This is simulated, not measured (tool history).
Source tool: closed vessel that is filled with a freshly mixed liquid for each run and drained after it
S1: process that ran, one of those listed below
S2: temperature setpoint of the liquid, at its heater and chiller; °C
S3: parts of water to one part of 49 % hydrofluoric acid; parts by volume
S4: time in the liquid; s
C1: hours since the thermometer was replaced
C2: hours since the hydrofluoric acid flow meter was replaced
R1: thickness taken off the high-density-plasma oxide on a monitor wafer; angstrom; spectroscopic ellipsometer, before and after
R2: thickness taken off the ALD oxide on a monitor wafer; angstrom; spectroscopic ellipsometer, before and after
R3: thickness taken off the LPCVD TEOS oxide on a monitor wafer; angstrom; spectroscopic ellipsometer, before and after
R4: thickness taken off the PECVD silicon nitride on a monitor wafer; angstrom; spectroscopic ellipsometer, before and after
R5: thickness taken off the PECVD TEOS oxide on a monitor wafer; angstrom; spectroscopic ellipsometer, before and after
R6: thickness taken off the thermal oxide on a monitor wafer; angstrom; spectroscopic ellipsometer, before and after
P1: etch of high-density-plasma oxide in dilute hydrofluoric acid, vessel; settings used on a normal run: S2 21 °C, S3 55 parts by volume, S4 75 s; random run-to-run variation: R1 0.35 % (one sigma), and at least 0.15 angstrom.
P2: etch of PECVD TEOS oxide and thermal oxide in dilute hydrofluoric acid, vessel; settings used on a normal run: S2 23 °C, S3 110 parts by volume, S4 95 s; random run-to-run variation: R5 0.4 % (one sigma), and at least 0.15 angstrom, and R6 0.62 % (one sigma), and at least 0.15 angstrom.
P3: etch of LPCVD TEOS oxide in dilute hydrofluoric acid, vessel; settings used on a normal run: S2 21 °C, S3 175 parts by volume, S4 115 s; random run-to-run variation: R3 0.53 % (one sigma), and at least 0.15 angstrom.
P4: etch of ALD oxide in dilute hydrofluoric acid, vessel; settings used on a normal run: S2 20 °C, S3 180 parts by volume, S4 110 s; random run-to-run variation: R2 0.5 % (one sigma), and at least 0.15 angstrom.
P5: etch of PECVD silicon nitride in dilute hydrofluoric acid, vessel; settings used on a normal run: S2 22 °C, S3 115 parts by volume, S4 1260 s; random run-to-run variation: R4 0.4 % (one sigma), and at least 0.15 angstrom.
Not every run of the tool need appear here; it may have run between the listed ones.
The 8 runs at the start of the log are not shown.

{"run": 9, "day": 4.467, "S1": "P4", "S2": 17, "S3": 180, "S4": 110, "C1": 633.9, "C2": 528.6, "R2": 60.264}
{"run": 10, "day": 5.012, "S1": "P2", "S2": 17, "S3": 110, "S4": 95, "C1": 647.0, "C2": 541.7, "R5": 152.13, "R6": 31.059}
{"run": 11, "day": 5.496, "S1": "P5", "S2": 22, "S3": 115, "S4": 1260, "C1": 658.6, "C2": 553.3, "R4": 241.67}
{"run": 12, "day": 5.904, "S1": "P1", "S2": 21, "S3": 55, "S4": 75, "C1": 668.4, "C2": 563.1, "R1": 68.562}
{"run": 13, "day": 6.212, "S1": "P1", "S2": 21, "S3": 55, "S4": 75, "C1": 675.8, "C2": 570.5, "R1": 68.448}
{"run": 14, "day": 6.662, "S1": "P5", "S2": 22, "S3": 170, "S4": 1260, "C1": 686.6, "C2": 581.3, "R4": 163.35}
{"run": 15, "day": 7.338, "S1": "P4", "S2": 20, "S3": 180, "S4": 30, "C1": 702.8, "C2": 597.5, "R2": 18.782}
{"run": 16, "day": 7.712, "S1": "P2", "S2": 23, "S3": 110, "S4": 95, "C1": 711.8, "C2": 606.5, "R5": 195.36, "R6": 39.753}
{"run": 17, "day": 8.208, "S1": "P1", "S2": 17, "S3": 55, "S4": 135, "C1": 723.7, "C2": 618.4, "R1": 103.66}
{"run": 18, "day": 8.846, "S1": "P2", "S2": 23, "S3": 110, "S4": 30, "C1": 739.0, "C2": 633.7, "R5": 61.051, "R6": 12.557}
{"run": 19, "day": 9.517, "S1": "P5", "S2": 17, "S3": 115, "S4": 1260, "C1": 755.1, "C2": 649.8, "R4": 171.9}
{"run": 20, "day": 9.846, "S1": "P1", "S2": 17, "S3": 55, "S4": 120, "C1": 763.0, "C2": 657.7, "R1": 92.15}
{"run": 21, "day": 10.421, "S1": "P3", "S2": 21, "S3": 260, "S4": 115, "C1": 776.8, "C2": 671.5, "R3": 57.258}
{"run": 22, "day": 10.842, "S1": "P1", "S2": 21, "S3": 55, "S4": 135, "C1": 786.9, "C2": 681.6, "R1": 122.43}
{"run": 23, "day": 11.425, "S1": "P3", "S2": 21, "S3": 175, "S4": 115, "C1": 800.9, "C2": 695.6, "R3": 92.875}
{"run": 24, "day": 11.825, "S1": "P2", "S2": 23, "S3": 20, "S4": 95, "C1": 810.5, "C2": 705.2, "R5": 1194.1, "R6": 245.82}
{"run": 25, "day": 12.171, "S1": "P4", "S2": 20, "S3": 180, "S4": 110, "C1": 818.8, "C2": 713.5, "R2": 68.524}
{"run": 26, "day": 12.658, "S1": "P1", "S2": 17, "S3": 55, "S4": 75, "C1": 830.5, "C2": 725.2, "R1": 57.644}
{"run": 27, "day": 13.258, "S1": "P1", "S2": 21, "S3": 55, "S4": 75, "C1": 844.9, "C2": 739.6, "R1": 68.671}
{"run": 28, "day": 13.592, "S1": "P5", "S2": 22, "S3": 115, "S4": 55, "C1": 852.9, "C2": 747.6, "R4": 10.563}
{"run": 29, "day": 13.908, "S1": "P3", "S2": 17, "S3": 175, "S4": 115, "C1": 860.5, "C2": 755.2, "R3": 79.191}
{"run": 30, "day": 14.596, "S1": "P1", "S2": 21, "S3": 55, "S4": 75, "C1": 877.0, "C2": 771.7, "R1": 68.044}

Run 31 has not been measured yet. What should we expect?
{"run": 31, "day": 15.254, "S1": "P1", "S2": 28, "S3": 55, "S4": 75, "C1": 892.8, "C2": 787.5, "R1": "?"}

R1: 91.168 angstrom

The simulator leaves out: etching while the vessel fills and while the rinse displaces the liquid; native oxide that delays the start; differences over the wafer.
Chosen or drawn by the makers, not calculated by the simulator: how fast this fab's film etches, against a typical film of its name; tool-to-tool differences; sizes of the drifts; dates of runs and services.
